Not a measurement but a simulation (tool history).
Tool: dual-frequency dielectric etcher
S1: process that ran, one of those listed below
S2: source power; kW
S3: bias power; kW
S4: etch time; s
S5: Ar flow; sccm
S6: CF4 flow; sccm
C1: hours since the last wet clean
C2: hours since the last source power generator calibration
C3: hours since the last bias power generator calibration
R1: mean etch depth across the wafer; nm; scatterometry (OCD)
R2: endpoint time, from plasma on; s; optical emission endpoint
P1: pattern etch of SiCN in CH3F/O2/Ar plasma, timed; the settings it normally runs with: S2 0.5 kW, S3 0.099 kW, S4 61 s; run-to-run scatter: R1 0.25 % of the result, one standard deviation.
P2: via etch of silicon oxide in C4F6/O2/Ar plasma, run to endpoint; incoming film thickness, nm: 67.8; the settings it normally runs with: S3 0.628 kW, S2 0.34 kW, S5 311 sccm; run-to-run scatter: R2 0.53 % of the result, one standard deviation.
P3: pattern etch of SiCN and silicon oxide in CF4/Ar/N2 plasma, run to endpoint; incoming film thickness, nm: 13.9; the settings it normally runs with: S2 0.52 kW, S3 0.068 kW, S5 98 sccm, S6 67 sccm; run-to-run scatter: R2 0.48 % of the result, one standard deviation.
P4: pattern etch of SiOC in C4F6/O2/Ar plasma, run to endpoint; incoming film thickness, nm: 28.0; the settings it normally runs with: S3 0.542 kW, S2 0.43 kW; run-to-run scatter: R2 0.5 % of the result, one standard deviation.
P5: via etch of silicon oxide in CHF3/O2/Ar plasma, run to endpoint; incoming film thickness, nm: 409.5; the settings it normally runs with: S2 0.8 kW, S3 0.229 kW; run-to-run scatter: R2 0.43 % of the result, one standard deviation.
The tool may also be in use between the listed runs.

Run 1, hour 9.1: S1 P1, S2 0.5 kW, S3 0.099 kW, S4 61 s; C1 130.4; C2 1997.4; C3 497.4. Result: R1 27.023 nm.
Run 2, hour 18.9: S1 P1, S2 0.5 kW, S3 0.116 kW, S4 73 s; C1 140.2; C2 2007.2; C3 507.2. Result: R1 34.365 nm.
Run 3, hour 34.5: S1 P2, S2 0.34 kW, S3 0.628 kW, S5 311 sccm; C1 155.8; C2 2022.8; C3 522.8. Result: R2 14.129 s.
Run 4, hour 43.5: S1 P5, S2 0.8 kW, S3 0.229 kW; C1 164.8; C2 2031.8; C3 531.8. Result: R2 165.04 s.
Run 5, hour 55.5: S1 P3, S2 0.4 kW, S3 0.068 kW, S5 98 sccm, S6 67 sccm; C1 176.8; C2 2043.8; C3 543.8. Result: R2 18.335 s.
Run 6, hour 63.2: S1 P1, S2 0.5 kW, S3 0.099 kW, S4 61 s; C1 184.5; C2 2051.5; C3 551.5. Result: R1 27.051 nm.
Run 7, hour 70.2: S1 P2, S2 0.34 kW, S3 0.824 kW, S5 311 sccm; C1 191.5; C2 2058.5; C3 558.5. Result: R2 12.819 s.
Run 8, hour 82.3: S1 P1, S2 0.4 kW, S3 0.12 kW, S4 61 s; C1 203.6; C2 2070.6; C3 570.6. Result: R1 26.786 nm.
Run 9, hour 94.6: S1 P1, S2 0.5 kW, S3 0.099 kW, S4 61 s; C1 215.9; C2 2082.9; C3 582.9. Result: R1 27.182 nm.
Run 10, hour 110.6: S1 P1, S2 0.5 kW, S3 0.071 kW, S4 61 s; C1 231.9; C2 2098.9; C3 598.9. Result: R1 24.073 nm.
At hour 111.2: wet clean of the chamber.
Run 11, hour 118: S1 P5, S2 1.13 kW, S3 0.229 kW; C1 6.8; C2 2106.3; C3 606.3. Result: R2 144.8 s.
Run 12, hour 128.5: S1 P2, S2 0.34 kW, S3 0.628 kW, S5 184 sccm; C1 17.3; C2 2116.8; C3 616.8. Result: R2 13.471 s.
Run 13, hour 140.1: S1 P3, S2 0.52 kW, S3 0.068 kW, S5 127 sccm, S6 67 sccm; C1 28.9; C2 2128.4; C3 628.4. Result: R2 15.155 s.
Run 14, hour 151.9: S1 P4, S2 0.43 kW, S3 0.414 kW; C1 40.7; C2 2140.2; C3 640.2. Result: R2 9.7553 s.
Run 15, hour 163.2: S1 P3, S2 0.52 kW, S3 0.068 kW, S5 98 sccm, S6 67 sccm; C1 52; C2 2151.5; C3 651.5. Result: R2 14.549 s.
Run 16, hour 176.7: S1 P1, S2 0.5 kW, S3 0.099 kW, S4 61 s; C1 65.5; C2 2165; C3 665. Result: R1 27.077 nm.
Run 17, hour 186.9: S1 P1, S2 0.5 kW, S3 0.099 kW, S4 61 s; C1 75.7; C2 2175.2; C3 675.2. Result: R1 26.997 nm.
At hour 196.7: bias power generator calibrated.
Run 18, hour 197.7: S1 P3, S2 0.52 kW, S3 0.096 kW, S5 98 sccm, S6 67 sccm; C1 86.5; C2 2186; C3 1.1. Result: R2 12.887 s.
Run 19, hour 208.4: S1 P1, S2 0.69 kW, S3 0.099 kW, S4 61 s; C1 97.2; C2 2196.7; C3 11.8. Result: R1 30.519 nm.
Run 20, hour 219.7: S1 P1, S2 0.33 kW, S3 0.099 kW, S4 61 s; C1 108.5; C2 2208; C3 23.1. Result: R1 23.181 nm.
Run 21, hour 235.8: S1 P1, S2 0.5 kW, S3 0.099 kW, S4 61 s; C1 124.6; C2 2224.1; C3 39.2. Result: R1 26.998 nm.
Run 22, hour 249.5: S1 P5, S2 0.8 kW, S3 0.179 kW; C1 138.3; C2 2237.8; C3 52.9. Result: R2 179.79 s.
Run 23, hour 265.5: S1 P1, S2 0.5 kW, S3 0.099 kW, S4 82.5 s; C1 154.3; C2 2253.8; C3 68.9. Result: R1 36.551 nm.
Run 24, hour 275.3: S1 P4, S2 0.43 kW, S3 0.542 kW; C1 164.1; C2 2263.6; C3 78.7. Result: R2 8.834 s.
Run 25, hour 287.4: S1 P4, S2 0.43 kW, S3 0.542 kW; C1 176.2; C2 2275.7; C3 90.8. Result: R2 8.7416 s.
Run 26, hour 301.5: S1 P2, S2 0.44 kW, S3 0.628 kW, S5 311 sccm; C1 190.3; C2 2289.8; C3 104.9. Result: R2 12.835 s.
Run 27, hour 310.3: S1 P3, S2 0.52 kW, S3 0.068 kW, S5 98 sccm, S6 86 sccm; C1 199.1; C2 2298.6; C3 113.7. Result: R2 14.007 s.
Run 28, hour 322.9: S1 P4, S2 0.27 kW, S3 0.542 kW; C1 211.7; C2 2311.2; C3 126.3. Result: R2 10.449 s.
Run 29, hour 333.8: S1 P1, S2 0.5 kW, S3 0.099 kW, S4 33.5 s; C1 222.6; C2 2322.1; C3 137.2. Result: R1 14.852 nm.
Run 30, hour 345.2: S1 P1, S2 0.5 kW, S3 0.126 kW, S4 61 s; C1 234; C2 2333.5; C3 148.6. Result: R1 29.688 nm.
Run 31, hour 354.7: S1 P1, S2 0.5 kW, S3 0.099 kW, S4 61 s; C1 243.5; C2 2343; C3 158.1. Result: R1 27.041 nm.
Run 32, hour 362.6: S1 P1, S2 0.5 kW, S3 0.099 kW, S4 61 s; C1 251.4; C2 2350.9; C3 166. Result: R1 27.305 nm.
Run 33, hour 371.3: S1 P1, S2 0.5 kW, S3 0.099 kW, S4 61 s; C1 260.1; C2 2359.6; C3 174.7. Result: R1 27.318 nm.
Run 34, hour 386.6: S1 P1, S2 0.5 kW, S3 0.099 kW, S4 61 s; C1 275.4; C2 2374.9; C3 190. Result: R1 27.437 nm.
Run 35, hour 396.1: S1 P1, S2 0.5 kW, S3 0.099 kW, S4 61 s; C1 284.9; C2 2384.4; C3 199.5. Result: R1 27.444 nm.
At hour 404.3: wet clean of the chamber.
Run 36, hour 411.9: S1 P1, S2 0.5 kW, S3 0.099 kW, S4 61 s; C1 7.6; C2 2400.2; C3 215.3. Result: R1 27.598 nm.
Run 37, hour 424.9: S1 P1, S2 0.5 kW, S3 0.099 kW, S4 61 s; C1 20.6; C2 2413.2; C3 228.3. Result: R1 27.446 nm.
Run 38, hour 436.4: S1 P1, S2 0.5 kW, S3 0.099 kW, S4 61 s; C1 32.1; C2 2424.7; C3 239.8. Result: R1 27.568 nm.

The output of P1 has drifted from where it used to be. Each of the 2 causes below, taken at the size shown beside it, accounts for the log equally well:
A: source power that arrives over what is set, % = 4.67
B: bias power that arrives over what is set, % = 4.65
Onset of the creep was near hour 354.7.
Ruled out, with reasons:
chamber walls in a state that raises the etch rate, %: maintenance at hour 404.3, after the shift began, did not return the process to its former output

Consider the 4 check runs below, whose results appear as question marks and each of which averages 2 wafers. Which one distinguishes the causes, in that each cause would give it a clearly different result?
Run check 1, hour 447.9: S1 P5, S2 1.07 kW, S3 0.187 kW. Result: R2 ?.
Run check 2, hour 447.9: S1 P2, S2 0.41 kW, S3 0.628 kW, S5 311 sccm. Result: R2 ?.
Run check 3, hour 447.9: S1 P4, S2 0.27 kW, S3 0.415 kW. Result: R2 ?.
Run check 4, hour 447.9: S1 P3, S2 0.52 kW, S3 0.08 kW, S5 98 sccm, S6 67 sccm. Result: R2 ?.

Predicted outcomes, by check and by cause:
  check  result    if A    if B
check 1      R2  155.92  156.36
check 2      R2  13.086  13.075
check 3      R2  11.378  11.378
check 4      R2  13.256  13.585
Smallest distance between any two causes, each pair judged by its most separating result, in per cent: check 1 0.28 %; check 2 0.09 %; check 3 0 %; check 4 2.46 %
Only check 4 tells the causes apart: in the others they would give nearly the same result.

The results of check 4 are: R2 13.259 s. Based on these, which of the listed causes is it?

The cause is A: source power that arrives over what is set, %.
